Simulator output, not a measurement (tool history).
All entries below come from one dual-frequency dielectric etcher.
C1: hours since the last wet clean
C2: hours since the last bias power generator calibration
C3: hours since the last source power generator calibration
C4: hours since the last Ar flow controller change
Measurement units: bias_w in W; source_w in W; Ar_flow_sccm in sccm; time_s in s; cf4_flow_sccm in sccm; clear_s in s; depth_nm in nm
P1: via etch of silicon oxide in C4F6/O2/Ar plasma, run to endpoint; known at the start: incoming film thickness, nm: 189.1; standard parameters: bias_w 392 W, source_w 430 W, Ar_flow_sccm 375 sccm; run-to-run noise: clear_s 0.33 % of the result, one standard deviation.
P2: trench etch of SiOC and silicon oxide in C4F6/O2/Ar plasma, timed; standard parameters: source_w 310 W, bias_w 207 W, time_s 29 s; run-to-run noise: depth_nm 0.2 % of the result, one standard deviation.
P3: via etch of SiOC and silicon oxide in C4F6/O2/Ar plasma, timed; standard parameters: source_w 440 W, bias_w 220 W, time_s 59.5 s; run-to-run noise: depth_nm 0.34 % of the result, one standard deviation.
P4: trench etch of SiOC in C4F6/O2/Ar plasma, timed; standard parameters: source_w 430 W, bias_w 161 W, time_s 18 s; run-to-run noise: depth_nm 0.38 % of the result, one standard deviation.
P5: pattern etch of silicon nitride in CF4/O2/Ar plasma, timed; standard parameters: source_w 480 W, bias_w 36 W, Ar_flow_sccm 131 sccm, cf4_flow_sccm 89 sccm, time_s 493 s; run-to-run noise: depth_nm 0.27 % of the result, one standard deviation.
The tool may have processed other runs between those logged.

Run 1, day 0.246: process P1, bias_w 392 W, source_w 430 W, Ar_flow_sccm 375 sccm; C1 108.3; C2 3614.1; C3 672.6; C4 1804. Result: clear_s 43.875 s.
Run 2, day 0.475: process P4, bias_w 95 W, source_w 430 W, time_s 18 s; C1 113.8; C2 3619.6; C3 678.1; C4 1809.5. Result: depth_nm 31.064 nm.
Run 3, day 0.617: process P4, bias_w 161 W, source_w 430 W, time_s 22.5 s; C1 117.2; C2 3623; C3 681.5; C4 1812.9. Result: depth_nm 45.437 nm.
Run 4, day 0.812: process P4, bias_w 161 W, source_w 430 W, time_s 18 s; C1 121.9; C2 3627.7; C3 686.2; C4 1817.6. Result: depth_nm 36.388 nm.
Run 5, day 1.083: process P2, bias_w 207 W, source_w 310 W, time_s 36 s; C1 128.4; C2 3634.2; C3 692.7; C4 1824.1. Result: depth_nm 67.949 nm.
Run 6, day 1.221: process P2, bias_w 207 W, source_w 310 W, time_s 29 s; C1 131.7; C2 3637.5; C3 696; C4 1827.4. Result: depth_nm 54.821 nm.
Run 7, day 1.383: process P5, bias_w 36 W, source_w 480 W, Ar_flow_sccm 172 sccm, time_s 493 s, cf4_flow_sccm 89 sccm; C1 135.6; C2 3641.4; C3 699.9; C4 1831.3. Result: depth_nm 720.36 nm.
Run 8, day 1.546: process P1, bias_w 271 W, source_w 430 W, Ar_flow_sccm 375 sccm; C1 139.5; C2 3645.3; C3 703.8; C4 1835.2. Result: clear_s 50.102 s.
Run 9, day 1.667: process P3, bias_w 220 W, source_w 440 W, time_s 80.5 s; C1 142.4; C2 3648.2; C3 706.7; C4 1838.1. Result: depth_nm 102.9 nm.
Run 10, day 1.921: process P4, bias_w 161 W, source_w 320 W, time_s 18 s; C1 148.5; C2 3654.3; C3 712.8; C4 1844.2. Result: depth_nm 32.315 nm.
Run 11, day 2.175: process P3, bias_w 220 W, source_w 270 W, time_s 59.5 s; C1 154.6; C2 3660.4; C3 718.9; C4 1850.3. Result: depth_nm 62.796 nm.
Run 12, day 2.296: process P3, bias_w 220 W, source_w 440 W, time_s 59.5 s; C1 157.5; C2 3663.3; C3 721.8; C4 1853.2. Result: depth_nm 76.089 nm.
Run 13, day 2.554: process P5, bias_w 28 W, source_w 480 W, Ar_flow_sccm 131 sccm, time_s 493 s, cf4_flow_sccm 89 sccm; C1 163.7; C2 3669.5; C3 728; C4 1859.4. Result: depth_nm 687.26 nm.
At day 2.692: wet clean of the chamber.
Run 14, day 2.783: process P1, bias_w 392 W, source_w 430 W, Ar_flow_sccm 444 sccm; C1 2.2; C2 3675; C3 733.5; C4 1864.9. Result: clear_s 44.659 s.
Run 15, day 2.975: process P2, bias_w 259 W, source_w 310 W, time_s 29 s; C1 6.8; C2 3679.6; C3 738.1; C4 1869.5. Result: depth_nm 59.062 nm.
Run 16, day 3.238: process P1, bias_w 392 W, source_w 260 W, Ar_flow_sccm 375 sccm; C1 13.1; C2 3685.9; C3 744.4; C4 1875.8. Result: clear_s 53.012 s.
Run 17, day 3.354: process P3, bias_w 133 W, source_w 440 W, time_s 59.5 s; C1 15.9; C2 3688.7; C3 747.2; C4 1878.6. Result: depth_nm 64.711 nm.
Run 18, day 3.608: process P1, bias_w 392 W, source_w 520 W, Ar_flow_sccm 294 sccm; C1 22; C2 3694.8; C3 753.3; C4 1884.7. Result: clear_s 39.724 s.
Run 19, day 3.775: process P5, bias_w 36 W, source_w 480 W, Ar_flow_sccm 131 sccm, time_s 493 s, cf4_flow_sccm 89 sccm; C1 26; C2 3698.8; C3 757.3; C4 1888.7. Result: depth_nm 750.26 nm.
Run 20, day 4.025: process P1, bias_w 392 W, source_w 430 W, Ar_flow_sccm 375 sccm; C1 32; C2 3704.8; C3 763.3; C4 1894.7. Result: clear_s 43.927 s.
Run 21, day 4.25: process P5, bias_w 36 W, source_w 660 W, Ar_flow_sccm 131 sccm, time_s 493 s, cf4_flow_sccm 89 sccm; C1 37.4; C2 3710.2; C3 768.7; C4 1900.1. Result: depth_nm 992.84 nm.
Run 22, day 4.471: process P1, bias_w 392 W, source_w 430 W, Ar_flow_sccm 228 sccm; C1 42.7; C2 3715.5; C3 774; C4 1905.4. Result: clear_s 41.893 s.
Run 23, day 4.625: process P2, bias_w 207 W, source_w 310 W, time_s 29 s; C1 46.4; C2 3719.2; C3 777.7; C4 1909.1. Result: depth_nm 54.796 nm.
Run 24, day 4.833: process P1, bias_w 392 W, source_w 430 W, Ar_flow_sccm 375 sccm; C1 51.4; C2 3724.2; C3 782.7; C4 1914.1. Result: clear_s 43.922 s.

Run 25 comes next. What will it give?
Run 25, day 5.088: process P1, bias_w 392 W, source_w 430 W, Ar_flow_sccm 375 sccm; C1 57.5; C2 3730.3; C3 788.8; C4 1920.2. Result: clear_s ?.

clear_s: 43.98 s

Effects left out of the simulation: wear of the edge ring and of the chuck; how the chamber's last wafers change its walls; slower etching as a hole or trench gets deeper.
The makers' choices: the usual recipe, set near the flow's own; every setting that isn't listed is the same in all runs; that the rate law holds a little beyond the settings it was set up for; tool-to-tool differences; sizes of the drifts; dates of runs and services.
